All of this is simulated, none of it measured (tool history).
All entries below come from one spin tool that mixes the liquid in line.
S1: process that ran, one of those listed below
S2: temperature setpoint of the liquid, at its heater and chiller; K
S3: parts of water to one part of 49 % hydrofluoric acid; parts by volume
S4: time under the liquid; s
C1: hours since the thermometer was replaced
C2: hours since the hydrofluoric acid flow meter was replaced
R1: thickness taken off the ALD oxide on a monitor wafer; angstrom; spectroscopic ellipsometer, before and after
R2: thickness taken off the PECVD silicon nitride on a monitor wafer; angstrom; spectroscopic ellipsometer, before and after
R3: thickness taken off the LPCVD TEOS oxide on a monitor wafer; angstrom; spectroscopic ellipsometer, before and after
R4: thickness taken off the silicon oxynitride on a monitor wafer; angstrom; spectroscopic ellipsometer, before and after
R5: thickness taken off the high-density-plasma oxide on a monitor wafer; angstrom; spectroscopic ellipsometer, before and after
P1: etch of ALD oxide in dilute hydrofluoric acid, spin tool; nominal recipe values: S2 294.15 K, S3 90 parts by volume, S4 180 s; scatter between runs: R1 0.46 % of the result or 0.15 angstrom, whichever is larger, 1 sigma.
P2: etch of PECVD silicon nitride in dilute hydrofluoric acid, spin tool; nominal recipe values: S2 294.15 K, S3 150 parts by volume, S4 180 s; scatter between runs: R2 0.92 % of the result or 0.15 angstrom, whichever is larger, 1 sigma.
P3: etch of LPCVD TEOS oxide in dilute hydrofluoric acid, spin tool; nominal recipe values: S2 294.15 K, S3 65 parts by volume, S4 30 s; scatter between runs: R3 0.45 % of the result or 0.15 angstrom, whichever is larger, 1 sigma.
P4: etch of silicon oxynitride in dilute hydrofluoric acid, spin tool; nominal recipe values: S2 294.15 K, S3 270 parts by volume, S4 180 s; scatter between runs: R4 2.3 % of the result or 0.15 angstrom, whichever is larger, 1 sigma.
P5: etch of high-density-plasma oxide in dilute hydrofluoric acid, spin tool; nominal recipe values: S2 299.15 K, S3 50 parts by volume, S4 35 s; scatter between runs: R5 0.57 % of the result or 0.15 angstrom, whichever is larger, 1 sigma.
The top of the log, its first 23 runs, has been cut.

run	day	S1	S2	S3	S4	C1	C2	R1	R2	R3	R4	R5
24	3.467	P5	299.15	50	35	633.5	1311.8					40.363
25	3.558	P1	301.65	90	110	635.7	1314	213.4				
26	3.662	P1	294.15	90	180	638.2	1316.5	260.49				
27	3.846	P1	294.15	90	295	642.6	1320.9	426.52				
28	3.929	P1	294.15	90	180	644.6	1322.9	259.72				
29	4.033	P1	294.15	90	180	647.1	1325.4	260.42				
30	4.125	P1	301.65	90	180	649.3	1327.6	352.09				
31	4.25	P2	294.15	95	180	652.3	1330.6		41.068			
32	4.417	P1	294.15	90	180	656.3	1334.6	259.63				
33	4.579	P1	294.15	90	180	660.2	1338.5	269.84				
34	4.696	P1	294.15	90	180	663	1341.3	274.36				
35	4.846	P1	294.15	90	180	666.6	1344.9	277.85				
36	4.962	P1	294.15	90	180	669.4	1347.7	281.71				
37	5.088	P1	294.15	90	180	672.4	1350.7	283.48				
38	5.233	P1	294.15	90	180	675.9	1354.2	283.46				
39	5.367	P1	294.15	90	180	679.1	1357.4	285.37				
40	5.55	P1	294.15	90	180	683.5	1361.8	285.39				

Run 41, settings as shown, results not yet in. Your forecast:
41	5.65	P1	294.15	90	180	685.9	1364.2	?				

{"run 41": {"R1": 284.1}}

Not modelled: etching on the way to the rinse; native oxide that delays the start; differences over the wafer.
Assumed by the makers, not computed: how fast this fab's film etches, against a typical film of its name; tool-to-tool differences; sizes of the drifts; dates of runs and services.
